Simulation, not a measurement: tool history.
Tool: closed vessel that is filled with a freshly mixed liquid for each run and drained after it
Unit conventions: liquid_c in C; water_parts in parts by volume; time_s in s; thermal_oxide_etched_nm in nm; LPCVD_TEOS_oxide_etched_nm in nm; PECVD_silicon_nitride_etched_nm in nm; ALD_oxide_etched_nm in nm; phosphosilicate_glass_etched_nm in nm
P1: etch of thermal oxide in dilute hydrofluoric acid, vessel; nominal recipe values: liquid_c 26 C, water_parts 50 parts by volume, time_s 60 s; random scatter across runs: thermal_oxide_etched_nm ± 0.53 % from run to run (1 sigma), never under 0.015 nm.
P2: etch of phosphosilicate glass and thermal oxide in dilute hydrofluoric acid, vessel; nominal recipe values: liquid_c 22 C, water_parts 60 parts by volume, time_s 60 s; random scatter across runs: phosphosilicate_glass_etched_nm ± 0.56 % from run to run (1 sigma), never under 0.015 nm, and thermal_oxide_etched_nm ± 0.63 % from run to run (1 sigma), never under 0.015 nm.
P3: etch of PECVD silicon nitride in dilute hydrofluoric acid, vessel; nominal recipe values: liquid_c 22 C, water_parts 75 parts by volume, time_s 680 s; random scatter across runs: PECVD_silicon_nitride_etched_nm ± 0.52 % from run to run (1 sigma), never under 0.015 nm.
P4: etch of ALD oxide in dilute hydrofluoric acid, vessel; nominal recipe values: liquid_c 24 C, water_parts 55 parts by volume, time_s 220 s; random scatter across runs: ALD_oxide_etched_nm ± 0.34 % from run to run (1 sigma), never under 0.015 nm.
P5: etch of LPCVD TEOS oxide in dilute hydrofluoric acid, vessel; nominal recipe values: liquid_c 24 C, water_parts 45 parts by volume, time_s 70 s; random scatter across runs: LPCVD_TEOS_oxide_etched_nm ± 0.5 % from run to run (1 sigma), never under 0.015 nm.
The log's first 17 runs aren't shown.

run	hour	process	liquid_c	water_parts	time_s	hours since the thermometer was replaced	hours since the hydrofluoric acid flow meter was replaced	thermal_oxide_etched_nm	LPCVD_TEOS_oxide_etched_nm	PECVD_silicon_nitride_etched_nm	ALD_oxide_etched_nm	phosphosilicate_glass_etched_nm
18	186.3	P2	22	60	60	1307.2	1328.8	4.3262				125.13
19	199.7	P2	22	60	30	1320.6	1342.2	2.1903				63.008
20	210.5	P4	24	55	45	1331.4	1353				10.06	
21	219.4	P5	31	45	70	1340.3	1361.9		40.822			
22	232	P1	26	35	30	1352.9	1374.5	4.9846				
23	245.5	P1	26	50	30	1366.4	1388	3.4899				
24	256	P1	26	50	60	1376.9	1398.5	6.9232				
25	263.3	P1	30.5	50	60	1384.2	1405.8	8.1903				
26	272.4	P1	26	30	60	1393.3	1414.9	11.885				
27	279.8	P4	24	95	220	1400.7	1422.3				27.12	

For run 28, what comes out?
28	288	P2	26.5	60	60	1408.9	1430.5	?				?

Run 28 yielded thermal_oxide_etched_nm 5.2465 nm, phosphosilicate_glass_etched_nm 151.42 nm.
